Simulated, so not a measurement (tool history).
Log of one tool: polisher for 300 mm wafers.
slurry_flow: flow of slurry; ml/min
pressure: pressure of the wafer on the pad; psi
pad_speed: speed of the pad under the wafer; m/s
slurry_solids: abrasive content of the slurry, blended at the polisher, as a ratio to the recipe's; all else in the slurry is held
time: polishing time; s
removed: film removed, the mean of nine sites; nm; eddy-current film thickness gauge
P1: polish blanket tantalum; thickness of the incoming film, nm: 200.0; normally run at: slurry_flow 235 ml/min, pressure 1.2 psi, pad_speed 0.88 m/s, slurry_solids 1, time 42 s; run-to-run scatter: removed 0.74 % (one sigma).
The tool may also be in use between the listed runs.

run,hour,slurry_flow,pressure,pad_speed,slurry_solids,time,wafers polished on this pad,hours since the slurry nozzle was cleaned,hours since the head pressure was calibrated,hours since the slurry blender was calibrated,removed
1,5.4,235,1.2,0.88,1,42,754,195.5,140.4,312.6,40.226
2,14.4,330,1.2,0.88,1,42,836,204.5,149.4,321.6,42.032
3,19.9,235,0.6,0.88,1,42,886,210,154.9,327.1,20.102
4,27.8,235,1.2,0.88,1,54,957,217.9,162.8,335,51.681
# hour 34.7: slurry nozzle cleaned
5,37.4,235,1.2,0.88,1,42,1044,2.7,172.4,344.6,39.819
# hour 42.5: head pressure recalibrated
6,45.5,140,1.2,0.88,1,42,1117,10.8,3,352.7,37.014
7,52.4,235,1.2,1.3,1,42,1179,17.7,9.9,359.6,59.89
8,64.1,160,1.2,0.88,0.6,42,1285,29.4,21.6,371.3,32.254
9,71.7,235,1.2,0.88,1,42,1354,37,29.2,378.9,39.844
10,80.4,235,1.2,0.88,1.5,42,1432,45.7,37.9,387.6,43.831
11,87.3,235,1.2,0.88,1,42,1495,52.6,44.8,394.5,40.414
12,93.9,235,1.2,0.88,1,42,1554,59.2,51.4,401.1,39.952
13,105.7,235,1.5,0.88,1,42,1661,71,63.2,412.9,50.114
14,113.6,155,0.6,0.88,1,42,1732,78.9,71.1,420.8,19.223
15,125.3,235,1.2,0.88,1,20,1838,90.6,82.8,432.5,19.213
16,134.8,235,1.2,0.56,1,42,1924,100.1,92.3,442,25.835
17,142,235,1.2,0.88,0.55,42,1989,107.3,99.5,449.2,32.592
18,148.7,235,1.2,0.88,1,42,2049,114,106.2,455.9,39.962
19,154,235,1.2,0.88,1,42,2097,119.3,111.5,461.2,39.344
20,161,235,1.2,0.88,1,42,2161,126.3,118.5,468.2,38.856
21,167.8,235,1.2,0.88,1,42,2222,133.1,125.3,475,38.007
22,178.9,235,1.2,0.88,1,42,2322,144.2,136.4,486.1,38.19

The next listed run, before its measurement:
# hour 180.1: head pressure recalibrated
23,185.5,235,1.2,0.88,1,42,2382,150.8,5.4,492.7,?

Run 23 gave removed 37.637 nm.
